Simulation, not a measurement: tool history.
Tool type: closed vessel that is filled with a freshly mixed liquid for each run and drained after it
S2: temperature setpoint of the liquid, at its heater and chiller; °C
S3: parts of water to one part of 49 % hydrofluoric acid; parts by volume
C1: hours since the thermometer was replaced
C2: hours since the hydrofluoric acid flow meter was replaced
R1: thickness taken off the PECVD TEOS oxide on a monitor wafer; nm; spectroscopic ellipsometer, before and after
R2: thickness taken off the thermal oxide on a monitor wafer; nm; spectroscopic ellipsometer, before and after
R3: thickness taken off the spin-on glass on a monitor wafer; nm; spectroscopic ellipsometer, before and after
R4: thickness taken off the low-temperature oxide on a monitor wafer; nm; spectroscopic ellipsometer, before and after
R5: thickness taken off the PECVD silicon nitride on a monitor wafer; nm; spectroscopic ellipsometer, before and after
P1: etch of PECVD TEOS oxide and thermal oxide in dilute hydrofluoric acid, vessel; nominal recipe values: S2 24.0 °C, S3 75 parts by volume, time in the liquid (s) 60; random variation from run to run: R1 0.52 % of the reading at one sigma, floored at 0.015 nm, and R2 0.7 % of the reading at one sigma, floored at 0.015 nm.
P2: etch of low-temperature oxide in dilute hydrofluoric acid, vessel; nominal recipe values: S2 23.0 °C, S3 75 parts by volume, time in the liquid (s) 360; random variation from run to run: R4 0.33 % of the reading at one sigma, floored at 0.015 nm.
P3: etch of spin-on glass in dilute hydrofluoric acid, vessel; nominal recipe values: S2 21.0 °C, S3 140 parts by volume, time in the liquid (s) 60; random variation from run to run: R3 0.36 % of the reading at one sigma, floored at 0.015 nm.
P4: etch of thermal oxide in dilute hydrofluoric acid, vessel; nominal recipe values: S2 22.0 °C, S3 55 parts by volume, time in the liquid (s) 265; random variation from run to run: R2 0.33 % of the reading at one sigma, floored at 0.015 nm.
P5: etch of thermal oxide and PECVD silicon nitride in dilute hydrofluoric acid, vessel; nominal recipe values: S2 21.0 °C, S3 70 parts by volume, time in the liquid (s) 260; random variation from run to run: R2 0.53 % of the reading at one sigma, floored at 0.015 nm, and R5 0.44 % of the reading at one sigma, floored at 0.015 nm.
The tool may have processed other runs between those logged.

{"run": 1, "hour": 10.2, "process that ran": "P1", "S2": 24.0, "S3": 75, "time in the liquid (s)": 60, "C1": 1682.7, "C2": 675.8, "R1": 20.554, "R2": 3.69}
{"run": 2, "hour": 21.9, "process that ran": "P3", "S2": 21.0, "S3": 140, "time in the liquid (s)": 120, "C1": 1694.4, "C2": 687.5, "R3": 28.951}
{"run": 3, "hour": 30.9, "process that ran": "P1", "S2": 18.0, "S3": 75, "time in the liquid (s)": 60, "C1": 1703.4, "C2": 696.5, "R1": 15.954, "R2": 2.8222}
{"run": 4, "hour": 38.1, "process that ran": "P3", "S2": 21.0, "S3": 140, "time in the liquid (s)": 60, "C1": 1710.6, "C2": 703.7, "R3": 14.515}
{"run": 5, "hour": 47.6, "process that ran": "P1", "S2": 31.5, "S3": 75, "time in the liquid (s)": 60, "C1": 1720.1, "C2": 713.2, "R1": 27.452, "R2": 4.9074}
{"run": 6, "hour": 59.0, "process that ran": "P3", "S2": 21.0, "S3": 140, "time in the liquid (s)": 60, "C1": 1731.5, "C2": 724.6, "R3": 14.381}
{"run": 7, "hour": 66.1, "process that ran": "P2", "S2": 23.0, "S3": 75, "time in the liquid (s)": 360, "C1": 1738.6, "C2": 731.7, "R4": 51.116}
{"run": 8, "hour": 79.7, "process that ran": "P3", "S2": 17.0, "S3": 140, "time in the liquid (s)": 60, "C1": 1752.2, "C2": 745.3, "R3": 12.353}
{"run": 9, "hour": 93.5, "process that ran": "P2", "S2": 30.0, "S3": 75, "time in the liquid (s)": 360, "C1": 1766.0, "C2": 759.1, "R4": 66.875}
{"run": 10, "hour": 101.4, "process that ran": "P1", "S2": 24.0, "S3": 75, "time in the liquid (s)": 60, "C1": 1773.9, "C2": 767.0, "R1": 20.317, "R2": 3.6244}
{"run": 11, "hour": 109.9, "process that ran": "P1", "S2": 24.0, "S3": 75, "time in the liquid (s)": 110, "C1": 1782.4, "C2": 775.5, "R1": 37.758, "R2": 6.6703}
{"run": 12, "hour": 121.4, "process that ran": "P1", "S2": 24.0, "S3": 75, "time in the liquid (s)": 60, "C1": 1793.9, "C2": 787.0, "R1": 20.394, "R2": 3.5946}
{"run": 13, "hour": 135.0, "process that ran": "P2", "S2": 23.0, "S3": 75, "time in the liquid (s)": 710, "C1": 1807.5, "C2": 800.6, "R4": 100.7}
{"run": 14, "hour": 145.2, "process that ran": "P5", "S2": 21.0, "S3": 95, "time in the liquid (s)": 260, "C1": 1817.7, "C2": 810.8, "R2": 11.045, "R5": 12.721}
{"run": 15, "hour": 157.7, "process that ran": "P4", "S2": 22.0, "S3": 55, "time in the liquid (s)": 30, "C1": 1830.2, "C2": 823.3, "R2": 2.3439}
{"run": 16, "hour": 168.2, "process that ran": "P4", "S2": 22.0, "S3": 55, "time in the liquid (s)": 265, "C1": 1840.7, "C2": 833.8, "R2": 20.578}
{"run": 17, "hour": 180.5, "process that ran": "P3", "S2": 21.0, "S3": 75, "time in the liquid (s)": 60, "C1": 1853.0, "C2": 846.1, "R3": 29.254}
{"run": 18, "hour": 187.5, "process that ran": "P1", "S2": 24.0, "S3": 30, "time in the liquid (s)": 60, "C1": 1860.0, "C2": 853.1, "R1": 54.647, "R2": 9.6838}
{"run": 19, "hour": 203.6, "process that ran": "P1", "S2": 24.0, "S3": 135, "time in the liquid (s)": 60, "C1": 1876.1, "C2": 869.2, "R1": 10.62, "R2": 1.9074}
{"run": 20, "hour": 212.7, "process that ran": "P5", "S2": 21.0, "S3": 70, "time in the liquid (s)": 55, "C1": 1885.2, "C2": 878.3, "R2": 3.2348, "R5": 3.6093}
{"run": 21, "hour": 225.4, "process that ran": "P5", "S2": 21.0, "S3": 70, "time in the liquid (s)": 260, "C1": 1897.9, "C2": 891.0, "R2": 15.19, "R5": 17.187}
{"run": 22, "hour": 239.5, "process that ran": "P1", "S2": 24.0, "S3": 75, "time in the liquid (s)": 60, "C1": 1912.0, "C2": 905.1, "R1": 20.466, "R2": 3.6329}
{"run": 23, "hour": 249.6, "process that ran": "P4", "S2": 22.0, "S3": 100, "time in the liquid (s)": 265, "C1": 1922.1, "C2": 915.2, "R2": 10.72}
{"run": 24, "hour": 260.7, "process that ran": "P2", "S2": 23.0, "S3": 20, "time in the liquid (s)": 360, "C1": 1933.2, "C2": 926.3, "R4": 205.67}
{"run": 25, "hour": 270.2, "process that ran": "P4", "S2": 18.0, "S3": 55, "time in the liquid (s)": 265, "C1": 1942.7, "C2": 935.8, "R2": 17.551}
{"run": 26, "hour": 285.8, "process that ran": "P2", "S2": 23.0, "S3": 75, "time in the liquid (s)": 360, "C1": 1958.3, "C2": 951.4, "R4": 51.008}
{"run": 27, "hour": 301.1, "process that ran": "P1", "S2": 17.0, "S3": 75, "time in the liquid (s)": 30, "C1": 1973.6, "C2": 966.7, "R1": 7.6391, "R2": 1.3496}
{"run": 28, "hour": 316.1, "process that ran": "P5", "S2": 21.0, "S3": 70, "time in the liquid (s)": 260, "C1": 1988.6, "C2": 981.7, "R2": 15.286, "R5": 17.027}
{"run": 29, "hour": 331.5, "process that ran": "P1", "S2": 24.0, "S3": 75, "time in the liquid (s)": 60, "C1": 2004.0, "C2": 997.1, "R1": 20.556, "R2": 3.6283}
{"run": 30, "hour": 340.6, "process that ran": "P1", "S2": 24.0, "S3": 75, "time in the liquid (s)": 30, "C1": 2013.1, "C2": 1006.2, "R1": 10.348, "R2": 1.8256}
{"run": 31, "hour": 354.5, "process that ran": "P5", "S2": 29.5, "S3": 70, "time in the liquid (s)": 260, "C1": 2027.0, "C2": 1020.1, "R2": 21.543, "R5": 30.434}

Forecast run 32:
{"run": 32, "hour": 370.5, "process that ran": "P1", "S2": 24.0, "S3": 75, "time in the liquid (s)": 60, "C1": 2043.0, "C2": 1036.1, "R1": "?", "R2": "?"}

Run 32 came out at R1 20.4380 nm, R2 3.6072 nm.
